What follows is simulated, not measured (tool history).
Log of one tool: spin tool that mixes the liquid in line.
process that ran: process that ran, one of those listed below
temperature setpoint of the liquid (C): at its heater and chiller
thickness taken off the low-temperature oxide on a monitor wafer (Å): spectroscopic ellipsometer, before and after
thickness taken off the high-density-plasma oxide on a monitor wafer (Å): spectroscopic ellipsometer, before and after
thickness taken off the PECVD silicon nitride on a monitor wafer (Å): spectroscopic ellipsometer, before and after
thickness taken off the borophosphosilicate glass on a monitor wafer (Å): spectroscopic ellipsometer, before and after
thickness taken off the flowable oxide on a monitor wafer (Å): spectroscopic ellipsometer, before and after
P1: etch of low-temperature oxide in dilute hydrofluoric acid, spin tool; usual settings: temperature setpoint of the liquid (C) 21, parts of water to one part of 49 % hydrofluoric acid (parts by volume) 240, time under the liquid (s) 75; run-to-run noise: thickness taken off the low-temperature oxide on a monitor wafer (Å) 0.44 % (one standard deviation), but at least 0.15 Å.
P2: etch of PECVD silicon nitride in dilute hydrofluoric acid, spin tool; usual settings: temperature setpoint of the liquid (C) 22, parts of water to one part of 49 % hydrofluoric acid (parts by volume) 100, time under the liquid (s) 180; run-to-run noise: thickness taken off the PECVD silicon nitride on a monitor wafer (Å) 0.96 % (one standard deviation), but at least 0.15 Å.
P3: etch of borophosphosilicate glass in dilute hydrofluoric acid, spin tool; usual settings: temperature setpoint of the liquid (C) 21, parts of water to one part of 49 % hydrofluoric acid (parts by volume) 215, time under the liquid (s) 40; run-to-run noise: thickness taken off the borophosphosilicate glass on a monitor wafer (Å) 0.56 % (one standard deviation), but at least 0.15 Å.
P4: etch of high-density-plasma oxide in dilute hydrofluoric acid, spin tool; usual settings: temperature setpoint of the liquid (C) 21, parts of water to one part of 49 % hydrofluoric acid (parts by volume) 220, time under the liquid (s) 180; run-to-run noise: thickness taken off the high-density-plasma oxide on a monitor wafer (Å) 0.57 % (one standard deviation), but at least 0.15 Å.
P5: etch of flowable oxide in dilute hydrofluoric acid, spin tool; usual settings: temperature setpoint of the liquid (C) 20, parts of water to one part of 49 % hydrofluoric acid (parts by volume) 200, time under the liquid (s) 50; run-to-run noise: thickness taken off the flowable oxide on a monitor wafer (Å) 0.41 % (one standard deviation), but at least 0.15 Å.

| run | hour | process that ran | temperature setpoint of the liquid (C) | parts of water to one part of 49 % hydrofluoric acid (parts by volume) | time under the liquid (s) | hours since the thermometer was replaced | hours since the hydrofluoric acid flow meter was replaced | thickness taken off the low-temperature oxide on a monitor wafer (Å) | thickness taken off the high-density-plasma oxide on a monitor wafer (Å) | thickness taken off the PECVD silicon nitride on a monitor wafer (Å) | thickness taken off the borophosphosilicate glass on a monitor wafer (Å) | thickness taken off the flowable oxide on a monitor wafer (Å) |
|---|---|---|---|---|---|---|---|---|---|---|---|---|
| 1 | 7.3 | P1 | 21 | 240 | 75 | 571.6 | 255.5 | 56.229 |  |  |  |  |
| 2 | 12.4 | P1 | 21 | 240 | 135 | 576.7 | 260.6 | 101.26 |  |  |  |  |
| 3 | 21 | P4 | 21 | 220 | 90 | 585.3 | 269.2 |  | 20.927 |  |  |  |
| 4 | 29.7 | P2 | 22 | 100 | 180 | 594 | 277.9 |  |  | 26.459 |  |  |
| 5 | 34.8 | P1 | 17 | 240 | 75 | 599.1 | 283 | 48.056 |  |  |  |  |
| 6 | 42.5 | P1 | 27.5 | 240 | 30 | 606.8 | 290.7 | 28.157 |  |  |  |  |
| 7 | 46.4 | P1 | 21 | 240 | 75 | 610.7 | 294.6 | 56.012 |  |  |  |  |
| 8 | 51.9 | P1 | 21 | 240 | 75 | 616.2 | 300.1 | 56.453 |  |  |  |  |
| 9 | 57.2 | P4 | 28 | 220 | 180 | 621.5 | 305.4 |  | 54.581 |  |  |  |
| 10 | 61.7 | P3 | 17 | 215 | 40 | 626 | 309.9 |  |  |  | 64.819 |  |
| 11 | 68.1 | P1 | 21 | 335 | 75 | 632.4 | 316.3 | 37.118 |  |  |  |  |
| 12 | 74.9 | P5 | 20 | 200 | 90 | 639.2 | 323.1 |  |  |  |  | 92.967 |
| 13 | 81.4 | P1 | 27.5 | 240 | 75 | 645.7 | 329.6 | 70.487 |  |  |  |  |
| 14 | 85.6 | P2 | 28 | 100 | 180 | 649.9 | 333.8 |  |  | 39.391 |  |  |
| 15 | 94.5 | P5 | 20 | 305 | 50 | 658.8 | 342.7 |  |  |  |  | 30.461 |
| 16 | 102.9 | P3 | 21 | 215 | 40 | 667.2 | 351.1 |  |  |  | 75.835 |  |
| 17 | 111.6 | P5 | 20 | 200 | 50 | 675.9 | 359.8 |  |  |  |  | 51.382 |
| 18 | 117.1 | P1 | 25 | 240 | 135 | 681.4 | 365.3 | 116.26 |  |  |  |  |
| 19 | 122.3 | P1 | 21 | 240 | 75 | 686.6 | 370.5 | 56.181 |  |  |  |  |
| 20 | 130.8 | P5 | 17 | 200 | 50 | 695.1 | 379 |  |  |  |  | 45.175 |
| 21 | 136.1 | P1 | 21 | 240 | 40 | 700.4 | 384.3 | 29.843 |  |  |  |  |
| 22 | 144.1 | P3 | 21 | 215 | 15 | 708.4 | 392.3 |  |  |  | 28.498 |  |
| 23 | 151.3 | P4 | 21 | 220 | 180 | 715.6 | 399.5 |  | 41.897 |  |  |  |
| 24 | 157.4 | P3 | 21 | 215 | 40 | 721.7 | 405.6 |  |  |  | 75.459 |  |
| 25 | 162.9 | P4 | 21 | 120 | 180 | 727.2 | 411.1 |  | 85.309 |  |  |  |
| 26 | 167.4 | P2 | 22 | 20 | 180 | 731.7 | 415.6 |  |  | 128.24 |  |  |
| 27 | 175.5 | P3 | 21 | 365 | 40 | 739.8 | 423.7 |  |  |  | 39.709 |  |
| 28 | 184.4 | P1 | 21 | 45 | 75 | 748.7 | 432.6 | 370.45 |  |  |  |  |
| 29 | 189 | P2 | 22 | 100 | 55 | 753.3 | 437.2 |  |  | 8.0651 |  |  |
| 30 | 195.5 | P1 | 21 | 240 | 75 | 759.8 | 443.7 | 56.353 |  |  |  |  |
| 31 | 202.6 | P1 | 21 | 240 | 75 | 766.9 | 450.8 | 53.978 |  |  |  |  |
| 32 | 207.5 | P1 | 21 | 240 | 75 | 771.8 | 455.7 | 53.398 |  |  |  |  |
| 33 | 213.3 | P1 | 21 | 240 | 75 | 777.6 | 461.5 | 53.038 |  |  |  |  |
| 34 | 218.1 | P1 | 21 | 240 | 75 | 782.4 | 466.3 | 52.656 |  |  |  |  |
| 35 | 224.5 | P1 | 21 | 240 | 75 | 788.8 | 472.7 | 52.852 |  |  |  |  |

Run 36 has not been measured yet. What should we expect?
| 36 | 229.2 | P1 | 21 | 240 | 75 | 793.5 | 477.4 | ? |  |  |  |  |

{"run 36": {"thickness taken off the low-temperature oxide on a monitor wafer (Å)": 52.273}}

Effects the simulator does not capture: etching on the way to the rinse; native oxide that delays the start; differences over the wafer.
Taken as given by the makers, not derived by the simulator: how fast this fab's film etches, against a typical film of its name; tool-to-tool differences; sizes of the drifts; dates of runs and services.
